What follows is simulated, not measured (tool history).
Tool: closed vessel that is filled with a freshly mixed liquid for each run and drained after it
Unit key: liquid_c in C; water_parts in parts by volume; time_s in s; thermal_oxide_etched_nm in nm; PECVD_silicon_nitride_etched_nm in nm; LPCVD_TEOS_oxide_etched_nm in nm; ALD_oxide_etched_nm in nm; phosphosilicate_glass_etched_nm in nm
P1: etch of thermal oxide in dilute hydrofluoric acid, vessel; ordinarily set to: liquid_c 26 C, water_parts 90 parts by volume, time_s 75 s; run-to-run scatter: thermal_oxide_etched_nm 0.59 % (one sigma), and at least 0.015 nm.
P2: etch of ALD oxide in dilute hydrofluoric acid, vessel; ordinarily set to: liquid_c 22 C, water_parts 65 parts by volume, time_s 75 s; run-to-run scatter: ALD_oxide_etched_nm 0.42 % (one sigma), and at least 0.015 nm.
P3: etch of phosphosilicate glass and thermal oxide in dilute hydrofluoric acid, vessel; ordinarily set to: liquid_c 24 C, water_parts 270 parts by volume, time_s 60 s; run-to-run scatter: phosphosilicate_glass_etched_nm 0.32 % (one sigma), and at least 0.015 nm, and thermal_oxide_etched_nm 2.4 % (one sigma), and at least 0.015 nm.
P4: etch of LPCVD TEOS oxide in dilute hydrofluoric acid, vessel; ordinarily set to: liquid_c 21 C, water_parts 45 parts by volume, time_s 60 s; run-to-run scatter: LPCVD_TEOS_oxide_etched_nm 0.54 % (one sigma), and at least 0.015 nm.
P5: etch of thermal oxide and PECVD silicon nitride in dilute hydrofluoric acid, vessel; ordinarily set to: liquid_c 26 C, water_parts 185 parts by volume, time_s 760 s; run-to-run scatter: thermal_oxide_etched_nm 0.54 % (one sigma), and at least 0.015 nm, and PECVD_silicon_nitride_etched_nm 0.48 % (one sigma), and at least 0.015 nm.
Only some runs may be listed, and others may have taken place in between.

run	day	process	liquid_c	water_parts	time_s	hours since the thermometer was replaced	hours since the hydrofluoric acid flow meter was replaced	thermal_oxide_etched_nm	PECVD_silicon_nitride_etched_nm	LPCVD_TEOS_oxide_etched_nm	ALD_oxide_etched_nm	phosphosilicate_glass_etched_nm
1	0.3	P1	26	90	75	348	128.3	4.3614				
2	0.683	P1	26	90	75	357.2	137.5	4.3026				
3	0.975	P5	26	185	1380	364.2	144.5	33.387	21.699			
4	1.442	P4	21	45	60	375.4	155.7			53.451		
5	1.875	P2	22	65	145	385.8	166.1				29.462	
6	2.154	P5	26	95	760	392.5	172.8	39.551	23.051			
7	2.383	P1	34	90	75	398	178.3	5.9055				
8	2.862	P1	26	90	75	409.5	189.8	4.3261				
9	3.271	P2	22	20	75	419.3	199.6				52.416	
10	3.75	P4	21	25	60	430.8	211.1			98.747		
11	4.146	P4	21	45	60	440.3	220.6			53.518		
12	4.388	P1	26	45	145	446.1	226.4	17.78				
13	4.642	P2	22	65	75	452.2	232.5				15.379	
14	5.117	P4	26.5	45	60	463.6	243.9			67.801		
15	5.525	P5	26	185	760	473.4	253.7	18.105	11.905			
16	5.821	P1	26	90	150	480.5	260.8	8.682				
17	6.229	P3	24	270	60	490.3	270.6	0.89708				23.163
18	6.6	P4	21	45	110	499.2	279.5			98.073		
19	6.829	P1	26	145	75	504.7	285	2.5172				
20	7.267	P5	31	185	760	515.2	295.5	21.888	16.071			
21	7.662	P5	26	185	760	524.7	305	18.294	11.975			
22	8.108	P1	30	50	75	535.4	315.7	9.6277				
23	8.542	P2	29.5	65	75	545.8	326.1				20.384	
24	9.017	P1	26	90	30	557.2	337.5	1.7274				
25	9.454	P1	19.5	90	75	567.7	348	3.3122				
26	9.725	P1	26	30	75	574.2	354.5	14.112				
27	10.046	P3	24	270	30	581.9	362.2	0.44488				11.606
28	10.254	P3	24	85	60	586.9	367.2	3.6186				91.036
29	10.538	P2	22	65	75	593.7	374				15.246	
30	10.758	P1	26	90	75	599	379.3	4.3315				
31	11.175	P1	19	90	30	609	389.3	1.3035				
32	11.504	P3	31	270	60	616.9	397.2	1.1905				29.366
33	11.817	P1	26	90	75	624.4	404.7	4.301				
34	12.067	P1	26	90	75	630.4	410.7	4.3447				
35	12.371	P1	26	90	75	637.7	418	4.1874				
36	12.796	P1	26	90	75	647.9	428.2	4.1085				
37	13.238	P1	26	90	75	658.5	438.8	4.0284				
38	13.712	P1	26	90	75	669.9	450.2	4.0625				
39	14.092	P1	26	90	75	679	459.3	4.0119				
40	14.492	P1	26	90	75	688.6	468.9	3.9493				
41	14.758	P1	26	90	75	695	475.3	3.9618				
42	15.071	P1	26	90	75	702.5	482.8	3.9887				
43	15.433	P1	26	90	75	711.2	491.5	4.0132				

P1 no longer gives what it gave before; its output has crept away from where it was. The following 2 causes, each at its listed size, fit the log equally well:
A: liquid colder than its thermometer reads (K) = 2.09
B: hydrofluoric acid flow below the setpoint (%) = 7.09
Onset of the creep was near day 12.067.

Listed below are the offered check runs, one wafer per run, with question marks in place of results. For which of them would the causes give clearly different outcomes?
check 1	15.796	P2	27.5	30	75						?	
check 2	15.796	P5	26	105	1220			?	?			
check 3	15.796	P3	24	90	30			?				?
check 4	15.796	P4	24	45	60					?		

If the cause were each of the candidates in turn, the checks would give the following:
check	result	if A	if B
check 1	ALD_oxide_etched_nm	39.886	40.244
check 2	thermal_oxide_etched_nm	52.34	52.24
check 2	PECVD_silicon_nitride_etched_nm	29.271	31.183
check 3	thermal_oxide_etched_nm	1.5267	1.5299
check 3	phosphosilicate_glass_etched_nm	39.196	39.279
check 4	LPCVD_TEOS_oxide_etched_nm	55.637	56.142
Per check, the gap between the least separated pair of causes, taken in the result that splits them most: check 1 0.89 %; check 2 6.33 %; check 3 0.21 %; check 4 0.9 %
Check 2 distinguishes between the causes, while the remaining checks would return nearly the same result for all of them.

Then check 2 was run and gave: thermal_oxide_etched_nm 52.275 nm; PECVD_silicon_nitride_etched_nm 29.236 nm. Which cause is it?

The cause is A: liquid colder than its thermometer reads (K).

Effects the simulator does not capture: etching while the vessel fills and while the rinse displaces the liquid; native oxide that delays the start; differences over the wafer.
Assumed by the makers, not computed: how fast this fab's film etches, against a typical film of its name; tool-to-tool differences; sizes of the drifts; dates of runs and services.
